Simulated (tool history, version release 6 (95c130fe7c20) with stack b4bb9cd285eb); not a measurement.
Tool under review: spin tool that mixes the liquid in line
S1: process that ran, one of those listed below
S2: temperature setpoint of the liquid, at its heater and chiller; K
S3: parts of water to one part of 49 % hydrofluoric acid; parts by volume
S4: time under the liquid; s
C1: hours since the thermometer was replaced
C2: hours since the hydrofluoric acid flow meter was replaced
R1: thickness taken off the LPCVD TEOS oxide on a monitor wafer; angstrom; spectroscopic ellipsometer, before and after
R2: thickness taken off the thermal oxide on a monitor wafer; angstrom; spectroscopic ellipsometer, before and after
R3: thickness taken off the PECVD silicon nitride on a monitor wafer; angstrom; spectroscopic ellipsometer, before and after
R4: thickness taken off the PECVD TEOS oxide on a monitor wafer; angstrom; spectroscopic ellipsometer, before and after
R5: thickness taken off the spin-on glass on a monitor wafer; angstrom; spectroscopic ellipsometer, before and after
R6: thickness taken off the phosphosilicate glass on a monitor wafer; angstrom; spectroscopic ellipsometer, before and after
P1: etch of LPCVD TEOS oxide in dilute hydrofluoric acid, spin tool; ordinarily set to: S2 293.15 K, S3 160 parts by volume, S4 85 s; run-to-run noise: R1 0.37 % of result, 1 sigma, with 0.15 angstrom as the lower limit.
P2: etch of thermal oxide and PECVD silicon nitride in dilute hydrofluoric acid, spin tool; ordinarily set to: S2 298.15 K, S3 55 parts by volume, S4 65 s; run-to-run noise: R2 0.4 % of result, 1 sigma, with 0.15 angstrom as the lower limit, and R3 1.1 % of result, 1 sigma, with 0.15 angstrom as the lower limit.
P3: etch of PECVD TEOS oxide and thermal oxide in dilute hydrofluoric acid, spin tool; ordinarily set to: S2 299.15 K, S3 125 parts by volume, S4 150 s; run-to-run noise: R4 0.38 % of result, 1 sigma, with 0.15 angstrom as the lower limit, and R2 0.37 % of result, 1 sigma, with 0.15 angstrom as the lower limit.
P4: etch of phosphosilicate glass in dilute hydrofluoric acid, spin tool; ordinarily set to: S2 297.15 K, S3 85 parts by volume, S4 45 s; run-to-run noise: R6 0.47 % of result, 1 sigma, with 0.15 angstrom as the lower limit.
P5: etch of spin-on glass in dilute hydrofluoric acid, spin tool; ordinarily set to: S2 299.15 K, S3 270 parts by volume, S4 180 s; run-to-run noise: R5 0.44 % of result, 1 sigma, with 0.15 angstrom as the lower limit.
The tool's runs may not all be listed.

| run | hour | S1 | S2 | S3 | S4 | C1 | C2 | R1 | R2 | R3 | R4 | R5 | R6 |
|---|---|---|---|---|---|---|---|---|---|---|---|---|---|
| 1 | 13.2 | P1 | 293.15 | 160 | 85 | 843 | 402.9 | 228.67 |  |  |  |  |  |
| 2 | 25.2 | P2 | 298.15 | 20 | 65 | 855 | 414.9 |  | 180.13 | 57.761 |  |  |  |
| 3 | 38.2 | P1 | 293.15 | 160 | 85 | 868 | 427.9 | 231.01 |  |  |  |  |  |
| 4 | 50.6 | P1 | 293.15 | 160 | 85 | 880.4 | 440.3 | 229.47 |  |  |  |  |  |
| 5 | 66.7 | P1 | 293.15 | 160 | 125 | 896.5 | 456.4 | 337.36 |  |  |  |  |  |
| 6 | 81.4 | P1 | 293.15 | 160 | 85 | 911.2 | 471.1 | 230.49 |  |  |  |  |  |
| 7 | 92.5 | P3 | 299.15 | 125 | 150 | 922.3 | 482.2 |  | 61.525 |  | 276.18 |  |  |
| 8 | 106.1 | P1 | 293.15 | 160 | 85 | 935.9 | 495.8 | 229.13 |  |  |  |  |  |
| 9 | 122.8 | P5 | 292.15 | 270 | 180 | 952.6 | 512.5 |  |  |  |  | 109.39 |  |
| 10 | 133.6 | P1 | 293.15 | 260 | 85 | 963.4 | 523.3 | 128.03 |  |  |  |  |  |
| 11 | 145 | P1 | 299.15 | 160 | 85 | 974.8 | 534.7 | 291.63 |  |  |  |  |  |
| 12 | 158.7 | P4 | 297.15 | 40 | 45 | 988.5 | 548.4 |  |  |  |  |  | 1131.7 |
| 13 | 168.5 | P3 | 299.15 | 60 | 150 | 998.3 | 558.2 |  | 138.91 |  | 626.07 |  |  |
| 14 | 178.8 | P4 | 297.15 | 85 | 65 | 1008.6 | 568.5 |  |  |  |  |  | 719.77 |
| 15 | 193.8 | P3 | 305.15 | 125 | 150 | 1023.6 | 583.5 |  | 77.035 |  | 344.72 |  |  |
| 16 | 201.5 | P4 | 297.15 | 85 | 45 | 1031.3 | 591.2 |  |  |  |  |  | 499.5 |
| 17 | 214.5 | P1 | 293.15 | 160 | 85 | 1044.3 | 604.2 | 229.67 |  |  |  |  |  |
| 18 | 222.7 | P3 | 299.15 | 125 | 55 | 1052.5 | 612.4 |  | 22.595 |  | 101.42 |  |  |
|  | 237.3 | thermometer replaced |
| 19 | 238.2 | P2 | 298.15 | 55 | 130 | 1 | 627.9 |  | 125.1 | 42.276 |  |  |  |
| 20 | 246.5 | P4 | 305.65 | 85 | 45 | 9.3 | 636.2 |  |  |  |  |  | 695.36 |
| 21 | 255.8 | P1 | 290.15 | 160 | 85 | 18.6 | 645.5 | 204.74 |  |  |  |  |  |
| 22 | 265.1 | P4 | 297.15 | 85 | 45 | 27.9 | 654.8 |  |  |  |  |  | 502.86 |
| 23 | 272.4 | P2 | 306.15 | 55 | 65 | 35.2 | 662.1 |  | 86.342 | 36.636 |  |  |  |
| 24 | 285.2 | P2 | 298.15 | 55 | 65 | 48 | 674.9 |  | 61.984 | 21.281 |  |  |  |
| 25 | 299.5 | P1 | 293.15 | 90 | 85 | 62.3 | 689.2 | 442.11 |  |  |  |  |  |
| 26 | 311.1 | P5 | 299.15 | 270 | 45 | 73.9 | 700.8 |  |  |  |  | 34.815 |  |
| 27 | 320.4 | P5 | 299.15 | 270 | 180 | 83.2 | 710.1 |  |  |  |  | 140.65 |  |
| 28 | 335.5 | P5 | 299.15 | 100 | 180 | 98.3 | 725.2 |  |  |  |  | 462.18 |  |
| 29 | 342.7 | P5 | 299.15 | 270 | 180 | 105.5 | 732.4 |  |  |  |  | 139.87 |  |
| 30 | 352.4 | P3 | 299.15 | 125 | 150 | 115.2 | 742.1 |  | 61.238 |  | 278.62 |  |  |
| 31 | 368 | P1 | 290.15 | 160 | 30 | 130.8 | 757.7 | 72.288 |  |  |  |  |  |
| 32 | 384.5 | P1 | 293.15 | 160 | 15 | 147.3 | 774.2 | 40.411 |  |  |  |  |  |
| 33 | 393.5 | P1 | 293.15 | 160 | 85 | 156.3 | 783.2 | 229.91 |  |  |  |  |  |
| 34 | 402.9 | P1 | 293.15 | 160 | 85 | 165.7 | 792.6 | 234.54 |  |  |  |  |  |
| 35 | 418.6 | P1 | 293.15 | 160 | 85 | 181.4 | 808.3 | 239.11 |  |  |  |  |  |
| 36 | 432.3 | P1 | 293.15 | 160 | 85 | 195.1 | 822 | 241.53 |  |  |  |  |  |
| 37 | 449 | P1 | 293.15 | 160 | 85 | 211.8 | 838.7 | 240.72 |  |  |  |  |  |
| 38 | 463.7 | P1 | 293.15 | 160 | 85 | 226.5 | 853.4 | 242.4 |  |  |  |  |  |
| 39 | 473.2 | P1 | 293.15 | 160 | 85 | 236 | 862.9 | 243.27 |  |  |  |  |  |
| 40 | 480.6 | P1 | 293.15 | 160 | 85 | 243.4 | 870.3 | 240.63 |  |  |  |  |  |
| 41 | 488.8 | P1 | 293.15 | 160 | 85 | 251.6 | 878.5 | 244.86 |  |  |  |  |  |

The output of P1 has drifted from where it used to be. Each of the 2 causes below, taken at the size shown beside it, accounts for the log equally well:
A: hydrofluoric acid flow above the setpoint (%) = 4.84
B: liquid hotter than its thermometer reads (K) = 1.4
Onset of the creep was near hour 393.5.

The list below offers 4 check runs, each averaging the results of 5 wafers, and shows each result as a question mark. For which of them would the listed causes give clearly different results?
| check 1 | 497 | P4 | 305.15 | 85 | 45 |  |  |  |  |  |  |  | ? |
| check 2 | 497 | P3 | 304.15 | 80 | 150 |  |  |  | ? |  | ? |  |  |
| check 3 | 497 | P2 | 305.15 | 55 | 95 |  |  |  | ? | ? |  |  |  |
| check 4 | 497 | P5 | 299.15 | 115 | 180 |  |  |  |  |  |  | ? |  |

Predicted outcomes, by check and by cause:
| check | result | if A | if B |
|---|---|---|---|
| check 1 | R6 | 719.72 | 718.8 |
| check 2 | R2 | 130.09 | 130.08 |
| check 2 | R4 | 587.53 | 587.45 |
| check 3 | R2 | 126.69 | 126.96 |
| check 3 | R3 | 51.928 | 54.11 |
| check 4 | R5 | 414.14 | 413.93 |
How far apart the two closest causes lie, in the result that separates them most: check 1 0.13 %; check 2 0.01 %; check 3 4.12 %; check 4 0.05 %
Check 3 is the one run that separates the causes; every other check would come out nearly the same whichever cause is at work.

Running check 3 produced the following: R2 127 angstrom; R3 54.381 angstrom. Which one of the listed causes fits?

The correct cause is B, namely: liquid hotter than its thermometer reads (K).

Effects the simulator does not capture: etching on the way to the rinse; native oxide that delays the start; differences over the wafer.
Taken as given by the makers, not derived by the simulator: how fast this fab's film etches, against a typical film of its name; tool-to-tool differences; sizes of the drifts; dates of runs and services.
